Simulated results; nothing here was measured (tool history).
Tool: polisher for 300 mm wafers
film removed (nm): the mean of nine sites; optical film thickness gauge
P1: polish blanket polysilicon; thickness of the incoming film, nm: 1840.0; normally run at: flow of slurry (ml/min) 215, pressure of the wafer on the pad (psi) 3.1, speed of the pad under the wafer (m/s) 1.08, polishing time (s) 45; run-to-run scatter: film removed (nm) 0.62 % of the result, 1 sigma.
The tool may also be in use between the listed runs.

run,hour,flow of slurry (ml/min),pressure of the wafer on the pad (psi),speed of the pad under the wafer (m/s),polishing time (s),film removed (nm)
1,16.9,215,3.1,1.08,45,483.84
2,33.5,215,3.1,1.08,45,480.24
3,43.5,130,3.1,1.08,45,445.5
4,61.1,215,4.9,1.08,45,760.45
5,73.9,325,3.1,1.08,45,497.29
6,89.4,215,3.1,1.08,45,486.46
7,101.3,215,1.7,0.6,45,146.41
8,115.3,295,3.1,1.08,65,716.63
9,127.9,215,3.1,1.08,29,312.41
10,142.6,215,3.1,1.38,70,951.24
11,156.9,215,1.7,1.08,45,262.63
12,167.1,215,3.1,1.08,64,685.26
13,175.9,215,3.1,1.08,45,484.7
14,191.6,215,3.1,0.48,45,213.41
15,199.9,215,3.1,1.6,45,716.88
16,211.8,215,3.1,1.08,45,477.57
17,227.8,215,3.1,1.08,45,465.59
18,243.4,215,3.1,1.08,45,449.88
19,252.8,215,3.1,1.08,45,456.29
20,265.7,215,3.1,1.08,45,451.16
21,276.7,215,3.1,1.08,45,448.09
22,288.3,215,3.1,1.08,45,448.59
23,305.2,215,3.1,1.08,45,448.52
# hour 305.8: head pressure recalibrated
24,314.8,215,3.1,1.08,45,446.8
25,328.4,215,3.1,1.08,45,445.3
26,337.9,215,3.1,1.08,45,444.85

What P1 gives has crept away from where it was. These 2 causes fit the log equally well, each at the size given:
A: slurry flow missing at the pad, % = 38.7
B: removal rate lost through wear of the pad, % = 7.42
The creep began at about hour 211.8.
Why every other cause is out:
head's pressure below its setpoint, %: serviced at hour 305.8, which brought nothing back

4 check runs are offered, each on 5 wafers whose results are averaged, their results left as question marks. Which one tells the causes apart?
check 1,347.4,215,4.4,1.08,29,?
check 2,347.4,215,3.1,1.4,35,?
check 3,347.4,325,3.1,1.08,34,?
check 4,347.4,215,3.1,0.66,31,?

What each check would give under each cause:
check,result,if A,if B
check 1,film removed (nm),406.49,406.56
check 2,film removed (nm),448.06,448.13
check 3,film removed (nm),359.19,350.41
check 4,film removed (nm),187.09,187.12
How far apart the two closest causes lie, in the result that separates them most: check 1 0.02 %; check 2 0.02 %; check 3 2.47 %; check 4 0.02 %
Only check 3 tells the causes apart: in the others they would give nearly the same result.

Then check 3 was run and gave: film removed (nm) 350.74. Which cause is it?

It is B: removal rate lost through wear of the pad, %.
